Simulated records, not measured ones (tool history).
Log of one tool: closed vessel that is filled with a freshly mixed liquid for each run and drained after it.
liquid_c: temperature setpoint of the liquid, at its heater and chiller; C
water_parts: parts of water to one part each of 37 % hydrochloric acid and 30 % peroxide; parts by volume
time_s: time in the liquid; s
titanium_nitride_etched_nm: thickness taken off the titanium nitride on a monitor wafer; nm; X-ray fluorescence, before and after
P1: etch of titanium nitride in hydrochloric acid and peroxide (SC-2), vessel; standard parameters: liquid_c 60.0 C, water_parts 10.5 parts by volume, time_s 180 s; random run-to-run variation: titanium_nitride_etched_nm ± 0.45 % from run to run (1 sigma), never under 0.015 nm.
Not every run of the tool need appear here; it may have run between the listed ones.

| run | hour | liquid_c | water_parts | time_s | hours since the thermometer was replaced | hours since the chemicals flow meter was replaced | hours since the drum of peroxide was connected | titanium_nitride_etched_nm |
|---|---|---|---|---|---|---|---|---|
| 1 | 7.0 | 60.0 | 10.5 | 180 | 216.4 | 233.8 | 218.4 | 15.0660 |
|  | 11.3 | thermometer replaced |
| 2 | 13.1 | 60.0 | 10.5 | 180 | 1.9 | 239.9 | 224.5 | 14.9760 |
|  | 13.7 | new drum of peroxide connected |
| 3 | 18.3 | 60.0 | 10.5 | 180 | 7.1 | 245.1 | 4.6 | 15.1190 |
| 4 | 26.7 | 60.0 | 14.5 | 180 | 15.5 | 253.5 | 13.0 | 11.3970 |
| 5 | 33.3 | 60.0 | 10.5 | 305 | 22.1 | 260.1 | 19.6 | 25.7640 |
| 6 | 42.8 | 60.0 | 4.0 | 180 | 31.6 | 269.6 | 29.1 | 31.2450 |
| 7 | 49.1 | 60.0 | 17.5 | 280 | 37.9 | 275.9 | 35.4 | 15.0760 |
| 8 | 57.0 | 60.0 | 10.5 | 180 | 45.8 | 283.8 | 43.3 | 14.9890 |
| 9 | 64.7 | 60.0 | 10.5 | 180 | 53.5 | 291.5 | 51.0 | 14.9600 |
| 10 | 73.1 | 72.0 | 10.5 | 180 | 61.9 | 299.9 | 59.4 | 31.2550 |
| 11 | 77.8 | 46.0 | 10.5 | 180 | 66.6 | 304.6 | 64.1 | 5.9469 |
| 12 | 82.0 | 60.0 | 10.5 | 30 | 70.8 | 308.8 | 68.3 | 2.5162 |
| 13 | 87.4 | 68.5 | 16.5 | 180 | 76.2 | 314.2 | 73.7 | 17.1510 |
| 14 | 94.4 | 60.0 | 10.5 | 180 | 83.2 | 321.2 | 80.7 | 15.0390 |
| 15 | 101.5 | 60.0 | 10.5 | 180 | 90.3 | 328.3 | 87.8 | 14.5570 |
| 16 | 107.0 | 60.0 | 10.5 | 180 | 95.8 | 333.8 | 93.3 | 14.2490 |
| 17 | 111.3 | 60.0 | 10.5 | 180 | 100.1 | 338.1 | 97.6 | 14.1820 |
|  | 116.3 | new drum of peroxide connected |
| 18 | 119.0 | 60.0 | 10.5 | 180 | 107.8 | 345.8 | 2.7 | 13.9490 |
| 19 | 126.1 | 60.0 | 10.5 | 180 | 114.9 | 352.9 | 9.8 | 13.7650 |
| 20 | 130.7 | 60.0 | 10.5 | 180 | 119.5 | 357.5 | 14.4 | 13.6650 |
| 21 | 137.9 | 60.0 | 10.5 | 180 | 126.7 | 364.7 | 21.6 | 13.5760 |
| 22 | 146.3 | 60.0 | 10.5 | 180 | 135.1 | 373.1 | 30.0 | 13.5330 |
| 23 | 151.7 | 60.0 | 10.5 | 180 | 140.5 | 378.5 | 35.4 | 13.5210 |
| 24 | 155.8 | 60.0 | 10.5 | 180 | 144.6 | 382.6 | 39.5 | 13.6100 |

What P1 gives has crept away from where it was. These 2 causes fit the log equally well, each at the size given:
A: chemicals flow below the setpoint (%) = 11.6
B: liquid colder than its thermometer reads (K) = 1.66
The onset of the drift is placed at about hour 94.4.
All other causes, with the reason each is excluded:
peroxide weaker than its label (%): work on it at hour 116.3, done after the drift set in, did not restore what the process gave before

The 4 check runs listed below each average the results of 3 wafers, and their outcomes are marked with question marks. Under which run would the listed causes produce clearly different results?
| check 1 | 159.9 | 60.0 | 10.5 | 30 |  |  |  | ? |
| check 2 | 159.9 | 60.0 | 4.0 | 180 |  |  |  | ? |
| check 3 | 159.9 | 60.0 | 13.5 | 180 |  |  |  | ? |
| check 4 | 159.9 | 51.5 | 10.5 | 110 |  |  |  | ? |

Outcome of each check run for each possible cause:
| check | result | if A | if B |
|---|---|---|---|
| check 1 | titanium_nitride_etched_nm | 2.2614 | 2.2612 |
| check 2 | titanium_nitride_etched_nm | 28.8580 | 28.2650 |
| check 3 | titanium_nitride_etched_nm | 10.9030 | 10.9410 |
| check 4 | titanium_nitride_etched_nm | 4.7974 | 4.7703 |
Minimum pairwise separation of causes per check, each pair taken at its best-separating result: check 1 0.01 %; check 2 2.08 %; check 3 0.35 %; check 4 0.56 %
Check 2 distinguishes between the causes, while the remaining checks would return nearly the same result for all of them.

The results of check 2 are: titanium_nitride_etched_nm 28.7560 nm. Based on these, which of the listed causes is it?

The correct cause is A, namely: chemicals flow below the setpoint (%).
